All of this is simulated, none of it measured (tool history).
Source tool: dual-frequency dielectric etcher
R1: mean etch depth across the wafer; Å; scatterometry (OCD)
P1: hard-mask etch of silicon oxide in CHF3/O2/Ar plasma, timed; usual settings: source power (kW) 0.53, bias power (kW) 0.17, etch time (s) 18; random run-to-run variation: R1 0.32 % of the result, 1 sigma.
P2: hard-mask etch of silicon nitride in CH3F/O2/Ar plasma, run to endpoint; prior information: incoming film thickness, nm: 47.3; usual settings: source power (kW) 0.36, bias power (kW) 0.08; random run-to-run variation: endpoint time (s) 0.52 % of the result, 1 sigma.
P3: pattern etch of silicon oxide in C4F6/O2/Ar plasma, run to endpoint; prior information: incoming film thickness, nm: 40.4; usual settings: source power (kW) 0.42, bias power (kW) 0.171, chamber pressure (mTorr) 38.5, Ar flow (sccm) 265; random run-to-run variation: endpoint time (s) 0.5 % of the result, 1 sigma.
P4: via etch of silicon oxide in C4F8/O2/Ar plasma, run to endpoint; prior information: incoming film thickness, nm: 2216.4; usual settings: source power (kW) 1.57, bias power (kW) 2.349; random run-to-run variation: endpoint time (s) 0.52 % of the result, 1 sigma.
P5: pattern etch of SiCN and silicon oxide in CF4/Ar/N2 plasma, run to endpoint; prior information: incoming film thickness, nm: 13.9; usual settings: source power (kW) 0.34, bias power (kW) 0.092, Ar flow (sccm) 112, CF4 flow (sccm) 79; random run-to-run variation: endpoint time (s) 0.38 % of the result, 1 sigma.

Run 1, hour 9.4: process that ran P1, source power (kW) 0.53, bias power (kW) 0.17, etch time (s) 18. Result: R1 338.31 Å.
Run 2, hour 24.9: process that ran P3, source power (kW) 0.42, bias power (kW) 0.171, chamber pressure (mTorr) 38.5, Ar flow (sccm) 265. Result: endpoint time (s) 12.673.
Run 3, hour 39.3: process that ran P4, source power (kW) 1.57, bias power (kW) 3.335. Result: endpoint time (s) 402.34.
Run 4, hour 49.4: process that ran P3, source power (kW) 0.5, bias power (kW) 0.171, chamber pressure (mTorr) 38.5, Ar flow (sccm) 265. Result: endpoint time (s) 11.841.
Run 5, hour 61.1: process that ran P1, source power (kW) 0.53, bias power (kW) 0.17, etch time (s) 26.5. Result: R1 498.6 Å.
Run 6, hour 73.9: process that ran P1, source power (kW) 0.53, bias power (kW) 0.17, etch time (s) 18. Result: R1 337.88 Å.
Run 7, hour 87.2: process that ran P3, source power (kW) 0.42, bias power (kW) 0.119, chamber pressure (mTorr) 38.5, Ar flow (sccm) 265. Result: endpoint time (s) 14.031.
Run 8, hour 95.8: process that ran P1, source power (kW) 0.53, bias power (kW) 0.17, etch time (s) 18. Result: R1 339.96 Å.
Run 9, hour 102.6: process that ran P3, source power (kW) 0.42, bias power (kW) 0.171, chamber pressure (mTorr) 28, Ar flow (sccm) 265. Result: endpoint time (s) 12.251.
Run 10, hour 112.8: process that ran P5, source power (kW) 0.34, bias power (kW) 0.092, Ar flow (sccm) 112, CF4 flow (sccm) 79. Result: endpoint time (s) 18.236.
Run 11, hour 124.7: process that ran P5, source power (kW) 0.34, bias power (kW) 0.119, Ar flow (sccm) 112, CF4 flow (sccm) 79. Result: endpoint time (s) 16.706.
Run 12, hour 138.2: process that ran P1, source power (kW) 0.53, bias power (kW) 0.17, etch time (s) 18. Result: R1 338.82 Å.
Run 13, hour 153.5: process that ran P2, source power (kW) 0.36, bias power (kW) 0.062. Result: endpoint time (s) 76.026.
Run 14, hour 162.3: process that ran P1, source power (kW) 0.39, bias power (kW) 0.17, etch time (s) 18. Result: R1 301.15 Å.
Run 15, hour 171.4: process that ran P2, source power (kW) 0.36, bias power (kW) 0.08. Result: endpoint time (s) 68.788.
Run 16, hour 183.4: process that ran P4, source power (kW) 2.19, bias power (kW) 2.349. Result: endpoint time (s) 398.73.
Run 17, hour 194.5: process that ran P5, source power (kW) 0.34, bias power (kW) 0.092, Ar flow (sccm) 112, CF4 flow (sccm) 111. Result: endpoint time (s) 17.555.
Run 18, hour 204.9: process that ran P1, source power (kW) 0.53, bias power (kW) 0.136, etch time (s) 18. Result: R1 314.07 Å.
Run 19, hour 218: process that ran P2, source power (kW) 0.5, bias power (kW) 0.08. Result: endpoint time (s) 60.817.
Run 20, hour 226.1: process that ran P5, source power (kW) 0.34, bias power (kW) 0.092, Ar flow (sccm) 69, CF4 flow (sccm) 79. Result: endpoint time (s) 17.349.
Run 21, hour 237.7: process that ran P3, source power (kW) 0.42, bias power (kW) 0.171, chamber pressure (mTorr) 38.5, Ar flow (sccm) 356. Result: endpoint time (s) 13.063.
Run 22, hour 246.4: process that ran P1, source power (kW) 0.53, bias power (kW) 0.214, etch time (s) 18. Result: R1 367.1 Å.
Run 23, hour 254.5: process that ran P1, source power (kW) 0.71, bias power (kW) 0.17, etch time (s) 18. Result: R1 379.11 Å.
Run 24, hour 268.2: process that ran P1, source power (kW) 0.53, bias power (kW) 0.218, etch time (s) 12.5. Result: R1 256.36 Å.
Run 25, hour 276.8: process that ran P4, source power (kW) 1.57, bias power (kW) 2.349. Result: endpoint time (s) 450.52.
Run 26, hour 287.3: process that ran P1, source power (kW) 0.53, bias power (kW) 0.17, etch time (s) 10. Result: R1 187.3 Å.
Run 27, hour 299.9: process that ran P5, source power (kW) 0.34, bias power (kW) 0.092, Ar flow (sccm) 112, CF4 flow (sccm) 79. Result: endpoint time (s) 18.356.
Run 28, hour 307.5: process that ran P5, source power (kW) 0.4, bias power (kW) 0.092, Ar flow (sccm) 112, CF4 flow (sccm) 79. Result: endpoint time (s) 15.909.
Run 29, hour 320.5: process that ran P1, source power (kW) 0.53, bias power (kW) 0.17, etch time (s) 18. Result: R1 339.43 Å.
Run 30, hour 334.4: process that ran P1, source power (kW) 0.53, bias power (kW) 0.17, etch time (s) 18. Result: R1 337.41 Å.
Run 31, hour 346.8: process that ran P1, source power (kW) 0.53, bias power (kW) 0.17, etch time (s) 18. Result: R1 334.3 Å.
Run 32, hour 361.6: process that ran P1, source power (kW) 0.53, bias power (kW) 0.17, etch time (s) 18. Result: R1 332.92 Å.
Run 33, hour 371.4: process that ran P1, source power (kW) 0.53, bias power (kW) 0.17, etch time (s) 18. Result: R1 334.28 Å.
Run 34, hour 381: process that ran P1, source power (kW) 0.53, bias power (kW) 0.17, etch time (s) 18. Result: R1 334.3 Å.
At hour 381.8: wet clean of the chamber.
Run 35, hour 389: process that ran P1, source power (kW) 0.53, bias power (kW) 0.17, etch time (s) 18. Result: R1 334.6 Å.
Run 36, hour 400.6: process that ran P1, source power (kW) 0.53, bias power (kW) 0.17, etch time (s) 18. Result: R1 333.82 Å.
Run 37, hour 408.9: process that ran P1, source power (kW) 0.53, bias power (kW) 0.17, etch time (s) 18. Result: R1 334.75 Å.

The log shows P1 creeping away from where it was. Any of the 2 causes listed here, at the size stated for it, fits the log just as well as the others:
A: bias power that arrives under what is set, % = 4.82
B: source power that arrives under what is set, % = 4.21
The drift started at roughly hour 320.5.
Why every other cause is out:
chamber walls in a state that lowers the etch rate, %: its service at hour 381.8 followed the start of the drift and did not put the process back to its old value

The list below offers 4 check runs, each averaging the results of 2 wafers, and shows each result as a question mark. For which of them would the listed causes give clearly different results?
Run check 1, hour 417.2: process that ran P2, source power (kW) 0.36, bias power (kW) 0.066. Result: endpoint time (s) ?.
Run check 2, hour 417.2: process that ran P5, source power (kW) 0.34, bias power (kW) 0.11, Ar flow (sccm) 112, CF4 flow (sccm) 107. Result: endpoint time (s) ?.
Run check 3, hour 417.2: process that ran P4, source power (kW) 2.05, bias power (kW) 2.988. Result: endpoint time (s) ?.
Run check 4, hour 417.2: process that ran P3, source power (kW) 0.42, bias power (kW) 0.171, chamber pressure (mTorr) 38.5, Ar flow (sccm) 310. Result: endpoint time (s) ?.

Check results expected under each cause:
  check             result    if A    if B
check 1  endpoint time (s)  75.215  75.194
check 2  endpoint time (s)  16.878   17.22
check 3  endpoint time (s)  383.38  383.97
check 4  endpoint time (s)  13.038  13.058
Separation of the two closest causes in each check, using whichever result separates them best: check 1 0.03 %; check 2 2 %; check 3 0.15 %; check 4 0.15 %
Check 2 tells the causes apart: in the others they would give nearly the same result.

Check 2 was then run and gave: endpoint time (s) 17.323. Which cause is it?

Of the candidate causes, it is B: source power that arrives under what is set, %.

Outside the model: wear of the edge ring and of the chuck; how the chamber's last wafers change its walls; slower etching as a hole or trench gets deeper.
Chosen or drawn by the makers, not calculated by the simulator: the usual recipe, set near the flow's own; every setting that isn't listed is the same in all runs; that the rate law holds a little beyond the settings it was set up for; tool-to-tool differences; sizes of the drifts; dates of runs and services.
